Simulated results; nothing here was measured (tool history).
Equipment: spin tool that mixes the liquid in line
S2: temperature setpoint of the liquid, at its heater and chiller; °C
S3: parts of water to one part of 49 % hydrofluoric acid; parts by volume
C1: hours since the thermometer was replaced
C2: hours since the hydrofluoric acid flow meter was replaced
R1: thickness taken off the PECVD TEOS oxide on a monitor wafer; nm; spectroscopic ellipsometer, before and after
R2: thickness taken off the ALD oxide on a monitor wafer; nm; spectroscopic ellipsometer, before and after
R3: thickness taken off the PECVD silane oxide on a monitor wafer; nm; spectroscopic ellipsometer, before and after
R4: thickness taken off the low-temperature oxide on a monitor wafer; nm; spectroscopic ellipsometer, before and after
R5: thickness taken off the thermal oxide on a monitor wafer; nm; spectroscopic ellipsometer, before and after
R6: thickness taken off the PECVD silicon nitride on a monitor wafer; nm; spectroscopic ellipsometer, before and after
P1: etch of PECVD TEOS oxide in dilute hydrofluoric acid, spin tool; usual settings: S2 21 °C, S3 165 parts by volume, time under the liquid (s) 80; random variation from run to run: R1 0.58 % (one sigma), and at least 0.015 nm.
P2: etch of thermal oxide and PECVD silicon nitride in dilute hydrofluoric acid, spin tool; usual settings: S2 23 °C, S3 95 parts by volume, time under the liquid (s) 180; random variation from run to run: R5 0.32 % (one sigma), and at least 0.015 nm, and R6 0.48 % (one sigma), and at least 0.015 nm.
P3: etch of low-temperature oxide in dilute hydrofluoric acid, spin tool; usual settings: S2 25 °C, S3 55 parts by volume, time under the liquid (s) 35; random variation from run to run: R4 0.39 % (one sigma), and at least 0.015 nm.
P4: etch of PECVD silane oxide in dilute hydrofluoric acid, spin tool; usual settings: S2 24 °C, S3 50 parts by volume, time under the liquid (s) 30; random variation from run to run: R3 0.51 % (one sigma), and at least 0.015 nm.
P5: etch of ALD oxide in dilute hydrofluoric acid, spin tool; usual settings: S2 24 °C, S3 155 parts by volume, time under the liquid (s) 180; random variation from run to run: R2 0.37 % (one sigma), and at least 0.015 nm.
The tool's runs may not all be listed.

Run 1, hour 12.4: process that ran P1, S2 21 °C, S3 165 parts by volume, time under the liquid (s) 80; C1 524.2; C2 363.8. Result: R1 5.6118 nm.
Run 2, hour 26.1: process that ran P1, S2 21 °C, S3 165 parts by volume, time under the liquid (s) 160; C1 537.9; C2 377.5. Result: R1 11.195 nm.
Run 3, hour 32.6: process that ran P5, S2 18.5 °C, S3 155 parts by volume, time under the liquid (s) 180; C1 544.4; C2 384. Result: R2 8.5393 nm.
Run 4, hour 45.7: process that ran P4, S2 24 °C, S3 50 parts by volume, time under the liquid (s) 60; C1 557.5; C2 397.1. Result: R3 38.706 nm.
Run 5, hour 53.3: process that ran P1, S2 17 °C, S3 90 parts by volume, time under the liquid (s) 80; C1 565.1; C2 404.7. Result: R1 9.4463 nm.
Run 6, hour 64.8: process that ran P4, S2 24 °C, S3 50 parts by volume, time under the liquid (s) 30; C1 576.6; C2 416.2. Result: R3 19.343 nm.
Run 7, hour 72: process that ran P3, S2 31 °C, S3 55 parts by volume, time under the liquid (s) 35; C1 583.8; C2 423.4. Result: R4 13.037 nm.
Run 8, hour 84.9: process that ran P1, S2 28.5 °C, S3 165 parts by volume, time under the liquid (s) 80; C1 596.7; C2 436.3. Result: R1 7.4838 nm.
Run 9, hour 97.6: process that ran P2, S2 23 °C, S3 95 parts by volume, time under the liquid (s) 15; C1 609.4; C2 449. Result: R5 0.75785 nm, R6 0.80168 nm.
Run 10, hour 106.3: process that ran P1, S2 21 °C, S3 65 parts by volume, time under the liquid (s) 80; C1 618.1; C2 457.7. Result: R1 15.909 nm.
Run 11, hour 117.1: process that ran P2, S2 23 °C, S3 95 parts by volume, time under the liquid (s) 180; C1 628.9; C2 468.5. Result: R5 8.8344 nm, R6 9.6939 nm.
Run 12, hour 125.1: process that ran P1, S2 21 °C, S3 290 parts by volume, time under the liquid (s) 80; C1 636.9; C2 476.5. Result: R1 2.8163 nm.
Run 13, hour 137: process that ran P2, S2 18 °C, S3 95 parts by volume, time under the liquid (s) 180; C1 648.8; C2 488.4. Result: R5 7.2416 nm, R6 6.8651 nm.
Run 14, hour 149.4: process that ran P1, S2 21 °C, S3 165 parts by volume, time under the liquid (s) 15; C1 661.2; C2 500.8. Result: R1 1.0487 nm.
Run 15, hour 155.6: process that ran P2, S2 23 °C, S3 95 parts by volume, time under the liquid (s) 180; C1 667.4; C2 507. Result: R5 8.8584 nm, R6 9.5993 nm.
Run 16, hour 163.7: process that ran P5, S2 24 °C, S3 50 parts by volume, time under the liquid (s) 180; C1 675.5; C2 515.1. Result: R2 37.06 nm.
Run 17, hour 174.9: process that ran P1, S2 21 °C, S3 165 parts by volume, time under the liquid (s) 80; C1 686.7; C2 526.3. Result: R1 5.5827 nm.
Run 18, hour 182.1: process that ran P3, S2 25 °C, S3 55 parts by volume, time under the liquid (s) 15; C1 693.9; C2 533.5. Result: R4 4.3695 nm.
Run 19, hour 196.1: process that ran P4, S2 24 °C, S3 50 parts by volume, time under the liquid (s) 30; C1 707.9; C2 547.5. Result: R3 19.235 nm.
Run 20, hour 202.5: process that ran P5, S2 24 °C, S3 155 parts by volume, time under the liquid (s) 180; C1 714.3; C2 553.9. Result: R2 10.515 nm.
Run 21, hour 210.9: process that ran P5, S2 24 °C, S3 155 parts by volume, time under the liquid (s) 180; C1 722.7; C2 562.3. Result: R2 10.6 nm.
Run 22, hour 222.9: process that ran P3, S2 25 °C, S3 100 parts by volume, time under the liquid (s) 35; C1 734.7; C2 574.3. Result: R4 5.3426 nm.
Run 23, hour 229.2: process that ran P5, S2 24 °C, S3 155 parts by volume, time under the liquid (s) 85; C1 741; C2 580.6. Result: R2 4.9643 nm.
Run 24, hour 243.5: process that ran P2, S2 23 °C, S3 30 parts by volume, time under the liquid (s) 180; C1 755.3; C2 594.9. Result: R5 30.435 nm, R6 29.787 nm.
Run 25, hour 253.9: process that ran P4, S2 29.5 °C, S3 50 parts by volume, time under the liquid (s) 30; C1 765.7; C2 605.3. Result: R3 24.076 nm.
Run 26, hour 263.2: process that ran P1, S2 21 °C, S3 165 parts by volume, time under the liquid (s) 80; C1 775; C2 614.6. Result: R1 5.6092 nm.
Run 27, hour 271.4: process that ran P1, S2 21 °C, S3 165 parts by volume, time under the liquid (s) 80; C1 783.2; C2 622.8. Result: R1 5.5912 nm.
Run 28, hour 278.3: process that ran P3, S2 25 °C, S3 55 parts by volume, time under the liquid (s) 35; C1 790.1; C2 629.7. Result: R4 10.281 nm.
At hour 286.3: thermometer replaced.
Run 29, hour 288.1: process that ran P1, S2 21 °C, S3 165 parts by volume, time under the liquid (s) 80; C1 1.8; C2 639.5. Result: R1 5.6247 nm.
Run 30, hour 294.8: process that ran P1, S2 17 °C, S3 165 parts by volume, time under the liquid (s) 80; C1 8.5; C2 646.2. Result: R1 4.8027 nm.
Run 31, hour 303.9: process that ran P4, S2 24 °C, S3 80 parts by volume, time under the liquid (s) 30; C1 17.6; C2 655.3. Result: R3 11.675 nm.
Run 32, hour 311.9: process that ran P3, S2 25 °C, S3 55 parts by volume, time under the liquid (s) 35; C1 25.6; C2 663.3. Result: R4 10.328 nm.
Run 33, hour 321.7: process that ran P1, S2 21 °C, S3 165 parts by volume, time under the liquid (s) 80; C1 35.4; C2 673.1. Result: R1 5.6253 nm.
Run 34, hour 330.9: process that ran P1, S2 21 °C, S3 165 parts by volume, time under the liquid (s) 80; C1 44.6; C2 682.3. Result: R1 5.646 nm.
Run 35, hour 341.8: process that ran P1, S2 21 °C, S3 165 parts by volume, time under the liquid (s) 80; C1 55.5; C2 693.2. Result: R1 5.4407 nm.
Run 36, hour 348.9: process that ran P1, S2 21 °C, S3 165 parts by volume, time under the liquid (s) 80; C1 62.6; C2 700.3. Result: R1 5.3525 nm.
Run 37, hour 356.1: process that ran P1, S2 21 °C, S3 165 parts by volume, time under the liquid (s) 80; C1 69.8; C2 707.5. Result: R1 5.3436 nm.
Run 38, hour 364.5: process that ran P1, S2 21 °C, S3 165 parts by volume, time under the liquid (s) 80; C1 78.2; C2 715.9. Result: R1 5.2865 nm.
Run 39, hour 376.2: process that ran P1, S2 21 °C, S3 165 parts by volume, time under the liquid (s) 80; C1 89.9; C2 727.6. Result: R1 5.3014 nm.
Run 40, hour 388.7: process that ran P1, S2 21 °C, S3 165 parts by volume, time under the liquid (s) 80; C1 102.4; C2 740.1. Result: R1 5.2801 nm.
Run 41, hour 401: process that ran P1, S2 21 °C, S3 165 parts by volume, time under the liquid (s) 80; C1 114.7; C2 752.4. Result: R1 5.2375 nm.

The output of P1 has drifted from where it used to be. Each of the 2 causes below, taken at the size shown beside it, accounts for the log equally well:
A: hydrofluoric acid flow below the setpoint (%) = 5.38
B: liquid colder than its thermometer reads (K) = 1.66
The drift started at roughly hour 330.9.

Question marks stand in for the results of the 4 check runs listed below, each run on one wafer. Under which run would the listed causes show clearly different results?
Run check 1, hour 413.3: process that ran P3, S2 25 °C, S3 55 parts by volume, time under the liquid (s) 35. Result: R4 ?.
Run check 2, hour 413.3: process that ran P4, S2 24 °C, S3 50 parts by volume, time under the liquid (s) 30. Result: R3 ?.
Run check 3, hour 413.3: process that ran P2, S2 23 °C, S3 95 parts by volume, time under the liquid (s) 180. Result: R5 ?, R6 ?.
Run check 4, hour 413.3: process that ran P5, S2 24 °C, S3 155 parts by volume, time under the liquid (s) 180. Result: R2 ?.

If the cause were each of the candidates in turn, the checks would give the following:
  check  result    if A    if B
check 1      R4  9.7231  9.6419
check 2      R3  18.251  18.073
check 3      R5  8.3428  8.2986
check 3      R6  9.1502  8.6445
check 4      R2  9.8945  9.9089
Smallest distance between any two causes, each pair judged by its most separating result, in per cent: check 1 0.84 %; check 2 0.98 %; check 3 5.69 %; check 4 0.15 %
Only check 3 tells the causes apart: in the others they would give nearly the same result.

With check 3 done, the readings were: R5 8.3413 nm; R6 9.1873 nm. Identify which of the listed causes applies.

The cause is A: hydrofluoric acid flow below the setpoint (%).
